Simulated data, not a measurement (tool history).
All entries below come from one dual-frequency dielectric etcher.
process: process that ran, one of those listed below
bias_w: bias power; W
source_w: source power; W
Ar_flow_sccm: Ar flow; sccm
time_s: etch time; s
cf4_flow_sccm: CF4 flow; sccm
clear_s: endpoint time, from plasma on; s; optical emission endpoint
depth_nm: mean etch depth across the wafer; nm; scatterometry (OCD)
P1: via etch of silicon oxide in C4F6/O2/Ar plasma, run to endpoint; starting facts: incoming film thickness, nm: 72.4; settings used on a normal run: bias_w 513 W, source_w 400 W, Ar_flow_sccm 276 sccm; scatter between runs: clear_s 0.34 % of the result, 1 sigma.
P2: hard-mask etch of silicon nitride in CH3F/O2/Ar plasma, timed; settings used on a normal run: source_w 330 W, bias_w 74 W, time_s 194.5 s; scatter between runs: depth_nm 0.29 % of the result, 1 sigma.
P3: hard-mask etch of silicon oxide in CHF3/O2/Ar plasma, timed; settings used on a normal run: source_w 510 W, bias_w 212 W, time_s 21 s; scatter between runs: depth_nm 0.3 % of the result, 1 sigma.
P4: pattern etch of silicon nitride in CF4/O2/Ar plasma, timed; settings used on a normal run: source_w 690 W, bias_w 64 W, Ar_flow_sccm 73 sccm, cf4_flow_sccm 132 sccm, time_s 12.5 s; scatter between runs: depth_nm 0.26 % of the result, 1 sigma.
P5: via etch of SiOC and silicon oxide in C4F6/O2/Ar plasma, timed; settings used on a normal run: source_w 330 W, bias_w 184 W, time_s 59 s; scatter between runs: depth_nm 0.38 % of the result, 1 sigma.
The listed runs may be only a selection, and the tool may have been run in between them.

run	day	process	bias_w	source_w	Ar_flow_sccm	time_s	cf4_flow_sccm	hours since the last wet clean	hours since the last bias power generator calibration	hours since the last source power generator calibration	hours since the last Ar flow controller change	clear_s	depth_nm
1	0.588	P1	513	400	276			267.9	3907.1	1049.1	3022.7	15.942	
2	0.975	P5	128	330		59		277.2	3916.4	1058.4	3032		56.744
3	1.4	P3	212	690		21		287.4	3926.6	1068.6	3042.2		45.631
4	1.796	P1	513	400	365			296.9	3936.1	1078.1	3051.7	16.539	
5	2.179	P1	513	400	276			306.1	3945.3	1087.3	3060.9	15.984	
6	2.833	P1	513	530	276			321.8	3961	1103	3076.6	14.288	
7	3.221	P5	184	330		59		331.1	3970.3	1112.3	3085.9		63.753
8	3.775	P1	513	400	276			344.4	3983.6	1125.6	3099.2	15.911	
9	4.496	P1	513	260	276			361.7	4000.9	1142.9	3116.5	18.658	
10	4.917	P2	74	330		123		371.8	4011	1153	3126.6		81.072
11	5.479	P5	184	330		59		385.3	4024.5	1166.5	3140.1		63.851
12	5.883	P4	64	690	73	12.5	132	395	4034.2	1176.2	3149.8		37.11
13	6.4	P5	184	240		59		407.4	4046.6	1188.6	3162.2		56.309
14	6.812	P1	513	500	186			417.3	4056.5	1198.5	3172.1	14.115	
15	7.358	P4	80	690	73	12.5	132	430.4	4069.6	1211.6	3185.2		40.376
16	7.838	P4	64	690	53	12.5	132	441.9	4081.1	1223.1	3196.7		38.166
17	8.383	P2	74	440		194.5		455	4094.2	1236.2	3209.8		143.75
18	9.021	P1	513	400	276			470.3	4109.5	1251.5	3225.1	15.936	
19	9.538	P1	668	400	276			482.7	4121.9	1263.9	3237.5	14.506	
20	9.967	P3	212	510		21		493	4132.2	1274.2	3247.8		40.812
21	10.679	P1	513	400	203			510.1	4149.3	1291.3	3264.9	15.431	
22	11.038	P5	184	330		32.5		518.7	4157.9	1299.9	3273.5		34.873
23	11.55	P3	153	510		21		531	4170.2	1312.2	3285.8		36.359
24	12.258	P1	354	400	276			548	4187.2	1329.2	3302.8	18.354	
25	12.771	P4	64	690	73	8.5	132	560.3	4199.5	1341.5	3315.1		25.238
26	13.342	P1	690	400	226			574	4213.2	1355.2	3328.8	13.931	
27	13.821	P2	74	330		194.5		585.5	4224.7	1366.7	3340.3		128
28	14.362	P4	64	410	73	12.5	132	598.5	4237.7	1379.7	3353.3		23.65
29	14.8	P2	59	330		194.5		609	4248.2	1390.2	3363.8		117.77
30	15.212	P1	513	400	276			618.9	4258.1	1400.1	3373.7	15.899	
31	15.788	P3	212	510		14		632.7	4271.9	1413.9	3387.5		27.27
32	16.254	P4	64	690	73	12.5	179	643.9	4283.1	1425.1	3398.7		38.058
33	16.725	P1	513	490	186			655.2	4294.4	1436.4	3410	14.198	
34	17.142	P1	513	400	276			665.2	4304.4	1446.4	3420	15.945	
35	17.638	P1	513	400	276			677.1	4316.3	1458.3	3431.9	15.844	
36	17.975	P1	513	400	276			685.2	4324.4	1466.4	3440	15.777	
37	18.438	P1	513	400	276			696.3	4335.5	1477.5	3451.1	15.78	
38	19.1	P1	513	400	276			712.2	4351.4	1493.4	3467	15.784	
39	19.442	P1	513	400	276			720.4	4359.6	1501.6	3475.2	15.693	
40	20	P1	513	400	276			733.8	4373	1515	3488.6	15.714	
# day 20.288: wet clean of the chamber
41	20.696	P1	513	400	276			9.9	4389.7	1531.7	3505.3	15.543	
# day 20.758: Ar flow controller replaced
42	21.142	P1	513	400	276			20.6	4400.4	1542.4	9.2	15.763	
43	21.521	P1	513	400	276			29.7	4409.5	1551.5	18.3	15.604	
44	22.129	P1	513	400	276			44.3	4424.1	1566.1	32.9	15.76	

The output of P1 has drifted from where it used to be. Each of the 2 causes below, taken at the size shown beside it, accounts for the log equally well:
A: bias power that arrives over what is set, % = 4.65
B: source power that arrives over what is set, % = 4.75
The creep began at about day 17.142.
Every other cause this tool's parts could produce, and why it does not fit the log:
chamber walls in a state that raises the etch rate, %: serviced at day 20.288, after the drift had started, without restoring the earlier output
Ar flow that arrives under what is set, %: serviced at day 20.758, after the drift had started, without restoring the earlier output

Consider the 4 single-wafer check runs listed below, results given as question marks: which one distinguishes between the causes by giving clearly different results for each?
check 1	22.738	P3	212	660		21							?
check 2	22.738	P5	129	330		32.5							?
check 3	22.738	P4	64	690	73	12.5	171						?
check 4	22.738	P2	74	410		194.5							?

Expected result of each check under each candidate cause:
check	result	if A	if B
check 1	depth_nm	45.623	45.709
check 2	depth_nm	31.818	31.959
check 3	depth_nm	38.549	39.511
check 4	depth_nm	141.16	141.42
Minimum pairwise separation of causes per check, each pair taken at its best-separating result: check 1 0.19 %; check 2 0.44 %; check 3 2.46 %; check 4 0.18 %
Check 3 is the one run that separates the causes; every other check would come out nearly the same whichever cause is at work.

After running check 3, the following was obtained: depth_nm 39.458 nm. Which cause does this point to?

It is B: source power that arrives over what is set, %.

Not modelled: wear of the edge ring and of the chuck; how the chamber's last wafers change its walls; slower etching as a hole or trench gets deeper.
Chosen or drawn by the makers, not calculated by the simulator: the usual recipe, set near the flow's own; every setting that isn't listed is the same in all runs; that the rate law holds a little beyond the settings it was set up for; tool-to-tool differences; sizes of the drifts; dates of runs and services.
